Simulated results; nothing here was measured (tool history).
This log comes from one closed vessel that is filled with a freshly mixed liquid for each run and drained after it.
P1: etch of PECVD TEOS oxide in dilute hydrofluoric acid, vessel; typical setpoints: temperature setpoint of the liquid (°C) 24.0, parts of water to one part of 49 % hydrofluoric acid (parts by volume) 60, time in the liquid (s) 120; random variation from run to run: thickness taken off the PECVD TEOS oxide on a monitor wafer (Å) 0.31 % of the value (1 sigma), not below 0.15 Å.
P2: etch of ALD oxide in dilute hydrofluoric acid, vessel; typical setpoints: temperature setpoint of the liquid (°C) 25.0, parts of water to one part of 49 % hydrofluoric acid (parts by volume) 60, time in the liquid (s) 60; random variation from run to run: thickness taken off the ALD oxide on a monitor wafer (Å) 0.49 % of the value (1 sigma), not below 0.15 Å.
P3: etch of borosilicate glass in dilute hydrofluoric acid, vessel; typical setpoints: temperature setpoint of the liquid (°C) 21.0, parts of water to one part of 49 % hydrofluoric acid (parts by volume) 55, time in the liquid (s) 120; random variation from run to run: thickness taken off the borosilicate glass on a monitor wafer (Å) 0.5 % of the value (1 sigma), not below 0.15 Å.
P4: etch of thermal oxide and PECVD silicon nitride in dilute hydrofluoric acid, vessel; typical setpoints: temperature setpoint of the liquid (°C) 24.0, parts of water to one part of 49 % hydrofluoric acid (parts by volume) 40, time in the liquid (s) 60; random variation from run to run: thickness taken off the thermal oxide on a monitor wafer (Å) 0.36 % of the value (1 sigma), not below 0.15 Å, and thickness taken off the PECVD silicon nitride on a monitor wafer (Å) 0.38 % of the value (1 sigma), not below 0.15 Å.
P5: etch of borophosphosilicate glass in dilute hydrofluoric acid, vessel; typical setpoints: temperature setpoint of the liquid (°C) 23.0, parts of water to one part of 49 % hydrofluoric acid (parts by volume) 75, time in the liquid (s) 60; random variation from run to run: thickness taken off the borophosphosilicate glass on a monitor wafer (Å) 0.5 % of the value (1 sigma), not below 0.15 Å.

run	hour	process that ran	temperature setpoint of the liquid (°C)	parts of water to one part of 49 % hydrofluoric acid (parts by volume)	time in the liquid (s)	hours since the thermometer was replaced	hours since the hydrofluoric acid flow meter was replaced	thickness taken off the PECVD TEOS oxide on a monitor wafer (Å)	thickness taken off the thermal oxide on a monitor wafer (Å)	thickness taken off the PECVD silicon nitride on a monitor wafer (Å)	thickness taken off the borosilicate glass on a monitor wafer (Å)	thickness taken off the ALD oxide on a monitor wafer (Å)	thickness taken off the borophosphosilicate glass on a monitor wafer (Å)
1	11.6	P1	24.0	60	120	755.3	730.2	374.49					
2	19.6	P1	27.5	60	120	763.3	738.2	430.22					
3	25.3	P4	24.0	40	60	769.0	743.9		73.740	65.850			
4	33.7	P1	24.0	20	120	777.4	752.3	1182.90					
5	44.0	P3	21.0	55	120	787.7	762.6				544.60		
6	54.2	P1	24.0	60	200	797.9	772.8	628.73					
7	64.0	P1	24.0	60	120	807.7	782.6	375.76					
8	74.4	P2	25.0	60	60	818.1	793.0					211.70	
9	83.3	P1	24.0	60	120	827.0	801.9	375.77					
10	93.5	P5	29.0	75	60	837.2	812.1						592.38
11	100.6	P5	23.0	110	60	844.3	819.2						304.00
12	110.4	P1	24.0	60	65	854.1	829.0	204.40					
13	116.7	P5	23.0	75	95	860.4	835.3						737.13
14	124.9	P1	17.0	60	120	868.6	843.5	279.71					
15	131.4	P4	17.0	40	60	875.1	850.0		54.656	40.339			
16	142.2	P1	17.0	60	65	885.9	860.8	150.75					
17	153.4	P4	24.0	20	60	897.1	872.0		151.060	128.050			
18	162.4	P4	24.0	40	60	906.1	881.0		73.808	65.773			
19	170.3	P3	21.0	25	120	914.0	888.9				1238.60		
20	177.0	P1	24.0	60	120	920.7	895.6	375.11					
21	187.9	P4	24.0	40	30	931.6	906.5		36.613	33.124			
22	199.1	P2	17.5	60	60	942.8	917.7					154.40	
23	210.3	P3	17.0	55	120	954.0	928.9				459.41		
24	218.9	P2	25.0	60	60	962.6	937.5					210.24	
25	224.5	P2	25.0	30	60	968.2	943.1					440.50	
26	235.8	P5	23.0	75	60	979.5	954.4						463.46
27	242.0	P2	25.0	60	30	985.7	960.6					104.15	
28	247.7	P3	21.0	55	195	991.4	966.3				885.92		
29	255.0	P5	23.0	75	60	998.7	973.6						464.82
30	262.8	P1	24.0	110	120	1006.5	981.4	193.00					
31	273.5	P1	24.0	60	120	1017.2	992.1	374.34					
32	281.0	P3	21.0	55	120	1024.7	999.6				541.00		
33	289.2	P1	24.0	60	120	1032.9	1007.8	373.32					
34	300.7	P1	24.0	60	120	1044.4	1019.3	375.00					
35	310.5	P1	24.0	60	120	1054.2	1029.1	373.45					
36	316.3	P1	24.0	60	120	1060.0	1034.9	386.45					
37	322.3	P1	24.0	60	120	1066.0	1040.9	391.36					
38	331.6	P1	24.0	60	120	1075.3	1050.2	399.15					
39	337.3	P1	24.0	60	120	1081.0	1055.9	400.74					
40	345.7	P1	24.0	60	120	1089.4	1064.3	401.78					
41	350.8	P1	24.0	60	120	1094.5	1069.4	405.03					
42	356.1	P1	24.0	60	120	1099.8	1074.7	403.37					
43	363.5	P1	24.0	60	120	1107.2	1082.1	403.11					

The log shows P1 creeping away from where it was. Any of the 2 causes listed here, at the size stated for it, fits the log just as well as the others:
A: hydrofluoric acid flow above the setpoint (%) = 7.19
B: liquid hotter than its thermometer reads (K) = 1.85
The onset of the drift is placed at about hour 310.5.

4 check runs are offered, one wafer each, their results left as question marks. Which one tells the causes apart?
check 1	370.9	P4	24.0	40	60				?	?			
check 2	370.9	P3	21.0	55	120						?		
check 3	370.9	P2	25.0	60	60							?	
check 4	370.9	P5	23.0	75	60								?

What every check run would give for each of its results, assuming each possible cause in turn:
check	result	if A	if B
check 1	thickness taken off the thermal oxide on a monitor wafer (Å)	79.179	79.438
check 1	thickness taken off the PECVD silicon nitride on a monitor wafer (Å)	70.355	74.484
check 2	thickness taken off the borosilicate glass on a monitor wafer (Å)	584.22	586.05
check 3	thickness taken off the ALD oxide on a monitor wafer (Å)	227.55	227.46
check 4	thickness taken off the borophosphosilicate glass on a monitor wafer (Å)	502.10	501.60
Per check, the gap between the least separated pair of causes, taken in the result that splits them most: check 1 5.7 %; check 2 0.31 %; check 3 0.04 %; check 4 0.1 %
Of the check runs offered, only check 1 discriminates between the causes; the rest would read about the same regardless of which cause applies.

Check 1 was carried out, with these results: thickness taken off the thermal oxide on a monitor wafer (Å) 78.815; thickness taken off the PECVD silicon nitride on a monitor wafer (Å) 70.335. Which of the listed causes is responsible?

The cause is A: hydrofluoric acid flow above the setpoint (%).
